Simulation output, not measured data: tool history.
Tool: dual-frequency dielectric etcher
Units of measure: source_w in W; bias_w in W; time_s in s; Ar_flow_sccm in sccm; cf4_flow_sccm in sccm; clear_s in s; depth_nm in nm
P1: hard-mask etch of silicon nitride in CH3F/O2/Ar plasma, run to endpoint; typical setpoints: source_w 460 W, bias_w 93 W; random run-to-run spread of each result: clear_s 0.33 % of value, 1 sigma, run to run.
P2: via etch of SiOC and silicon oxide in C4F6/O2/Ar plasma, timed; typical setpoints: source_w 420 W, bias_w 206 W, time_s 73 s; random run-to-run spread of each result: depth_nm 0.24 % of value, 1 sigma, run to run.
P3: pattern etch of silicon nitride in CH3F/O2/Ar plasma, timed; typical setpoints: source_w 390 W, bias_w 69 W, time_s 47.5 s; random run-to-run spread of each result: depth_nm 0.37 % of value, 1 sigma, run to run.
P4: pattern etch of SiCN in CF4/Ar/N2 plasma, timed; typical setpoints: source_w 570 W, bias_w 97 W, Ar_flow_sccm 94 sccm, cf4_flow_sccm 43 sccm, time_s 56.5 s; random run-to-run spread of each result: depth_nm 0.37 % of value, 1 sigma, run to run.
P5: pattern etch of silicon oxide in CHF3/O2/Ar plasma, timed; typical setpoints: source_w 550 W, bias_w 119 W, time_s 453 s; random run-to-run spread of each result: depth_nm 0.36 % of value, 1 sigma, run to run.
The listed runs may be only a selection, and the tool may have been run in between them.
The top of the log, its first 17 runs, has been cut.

run   hour  process  source_w  bias_w  time_s  Ar_flow_sccm  cf4_flow_sccm  clear_s  depth_nm
 18  105.7       P4       570      77    56.5            94             43              56.73
 19  111.9       P1       460     122                                        39.642
 20  118.8       P5       550     119     453                                          764.88
 21  124.8       P2       420     131      73                                          73.538
 22    132       P4       680      97    56.5            94             43             72.509
 23  139.8       P1       460      66                                        49.618
 24  146.7       P1       330      93                                        49.949
 25    151       P4       570      97      34            94             43             37.121
 26  155.6       P4       570      97    56.5            74             43             63.954
 27  160.3       P5       550     168     453                                          855.27
 28  167.4       P1       460      93                                        43.765
 29  172.1       P5       360     119     453                                          648.59
 30  177.6       P1       460      93                                        44.063
 31  181.5       P1       460      93                                        44.146
 32  186.3       P1       460      93                                        44.501
 33  192.2       P1       460      93                                        44.489
 34  197.8       P1       460      93                                        44.373

Run 35, settings as shown, results not yet in. Your forecast:
 35  203.2       P1       460      93                                             ?

clear_s: 44.719 s

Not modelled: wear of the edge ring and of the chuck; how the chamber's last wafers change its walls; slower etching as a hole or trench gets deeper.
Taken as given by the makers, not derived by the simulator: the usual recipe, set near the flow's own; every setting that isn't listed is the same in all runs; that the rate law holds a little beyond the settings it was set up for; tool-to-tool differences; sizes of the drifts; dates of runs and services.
